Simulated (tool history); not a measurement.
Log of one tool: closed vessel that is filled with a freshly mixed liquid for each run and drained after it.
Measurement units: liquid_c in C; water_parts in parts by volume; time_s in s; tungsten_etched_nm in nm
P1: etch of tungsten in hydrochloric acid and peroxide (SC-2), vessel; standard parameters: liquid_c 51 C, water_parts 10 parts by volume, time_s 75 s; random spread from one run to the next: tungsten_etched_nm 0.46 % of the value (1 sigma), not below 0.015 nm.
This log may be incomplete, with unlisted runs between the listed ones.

run,hour,liquid_c,water_parts,time_s,hours since the thermometer was replaced,hours since the chemicals flow meter was replaced,hours since the drum of peroxide was connected,tungsten_etched_nm
1,6.9,51,10,75,988,633.2,140,30.713
2,19.6,65,10,75,1000.7,645.9,152.7,74.268
3,32.7,51,17.5,30,1013.8,659,165.8,7.5623
4,43.6,51,6.5,30,1024.7,669.9,176.7,17.319
5,52.9,51,10,140,1034,679.2,186,57.319
6,63.1,51,10,75,1044.2,689.4,196.2,30.786
7,75.3,51,17.5,75,1056.4,701.6,208.4,18.752
8,88.2,51,6,30,1069.3,714.5,221.3,18.334
9,95.4,51,10,75,1076.5,721.7,228.5,30.759
10,105.5,51,10,30,1086.6,731.8,238.6,12.171
11,116,51,4,75,1097.1,742.3,249.1,61.072
12,130.4,35,10,75,1111.5,756.7,263.5,10.009
13,143,51,10,75,1124.1,769.3,276.1,30.574
14,151.5,51,10,75,1132.6,777.8,284.6,30.331
15,160.1,51,10,75,1141.2,786.4,293.2,31.282
16,169.2,51,10,75,1150.3,795.5,302.3,32.07
17,183.7,51,10,75,1164.8,810,316.8,32.519
18,195.6,51,10,75,1176.7,821.9,328.7,32.836
19,206.6,51,10,75,1187.7,832.9,339.7,32.961
20,214.5,51,10,75,1195.6,840.8,347.6,33.167
21,223.9,51,10,75,1205,850.2,357,33.525
22,238.3,51,10,75,1219.4,864.6,371.4,33.258
23,248.8,51,10,75,1229.9,875.1,381.9,33.545
24,263.6,51,10,75,1244.7,889.9,396.7,33.604

Something has made what P1 gives creep away from where it was; the 2 causes below, each at its own stated size, fit the log equally well:
A: liquid hotter than its thermometer reads (K) = 1.37
B: chemicals flow above the setpoint (%) = 11.5
Creep in the process output first set in at about hour 151.5.
Other possible causes, and why each is ruled out:
peroxide weaker than its label (%): limited to 8, which would change tungsten_etched_nm by -7.4 %, either short of the creep or opposite in sign

The 4 check runs listed below each average the results of 2 wafers, and their outcomes are marked with question marks. Under which run would the listed causes produce clearly different results?
check 1,278.4,41.5,4,75,,,,?
check 2,278.4,59.5,10,120,,,,?
check 3,278.4,51,17,30,,,,?
check 4,278.4,37,14,75,,,,?

Check results expected under each cause:
check,result,if A,if B
check 1,tungsten_etched_nm,35.205,34.349
check 2,tungsten_etched_nm,92.329,92.697
check 3,tungsten_etched_nm,8.4589,8.5132
check 4,tungsten_etched_nm,9.6032,9.5635
Separation of the two closest causes in each check, using whichever result separates them best: check 1 2.46 %; check 2 0.4 %; check 3 0.64 %; check 4 0.41 %
The causes can be told apart only by check 1. The other checks would give nearly the same results under each of them.

Here is what check 1 returned: tungsten_etched_nm 34.436 nm. Which cause is it?

B is the cause: chemicals flow above the setpoint (%).
